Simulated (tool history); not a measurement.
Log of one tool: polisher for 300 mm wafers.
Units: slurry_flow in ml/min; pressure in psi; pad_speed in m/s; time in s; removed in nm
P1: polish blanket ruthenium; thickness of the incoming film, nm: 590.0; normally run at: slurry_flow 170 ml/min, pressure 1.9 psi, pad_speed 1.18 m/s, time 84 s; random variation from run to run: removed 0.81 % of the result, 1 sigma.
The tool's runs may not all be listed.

run  hour  slurry_flow  pressure  pad_speed  time  wafers polished on this pad  hours since the slurry nozzle was cleaned  hours since the head pressure was calibrated  removed
  1   6.3          170       1.9       1.18    84                          753                                      259.8                                         338.7   101.38
  2  10.9          170       1.9       1.18    84                          803                                      264.4                                         343.3   102.18
  3  17.4          170       1.9       1.54    84                          872                                      270.9                                         349.8   132.88
  4  21.3          170       1.9       1.18    84                          913                                      274.8                                         353.7   101.82
  5  25.1          170       1.9       1.68    57                          954                                      278.6                                         357.5   97.527
  6  30.8          170       1.9       1.18    84                         1015                                      284.3                                         363.2   101.12
  7  34.2          225       1.9       1.18    84                         1051                                      287.7                                         366.6   106.54
  8  39.9          170       0.9       1.18    84                         1112                                      293.4                                         372.3   48.929
  9  43.1          255       1.9       0.68    84                         1146                                      296.6                                         375.5   61.793
 10  49.2          170       1.9       1.18   108                         1211                                      302.7                                         381.6   130.71
 11  53.2          170       1.9       0.64    84                         1254                                      306.7                                         385.6   55.972
 12  59.6          170         3       1.18    84                         1322                                      313.1                                           392   160.73
 13  64.5          170       1.9       1.18    84                         1374                                        318                                         396.9   103.37
 14  68.9          100       1.9       1.18    84                         1421                                      322.4                                         401.3   91.226
 15  71.8          170       1.9       1.18    38                         1452                                      325.3                                         404.2   46.268
 16  77.6          170       1.9       1.18    84                         1514                                      331.1                                           410   102.46
 17  82.6          170       1.9       1.18    84                         1567                                      336.1                                           415     99.8
 18  85.4          170       1.9       1.18    84                         1597                                      338.9                                         417.8   98.945
 19  91.6          170       1.9       1.18    84                         1663                                      345.1                                           424   95.578

The next listed run, before its measurement:
 20  96.1          170       1.9       1.18    84                         1711                                      349.6                                         428.5        ?

Run 20 gave removed 96.314 nm.
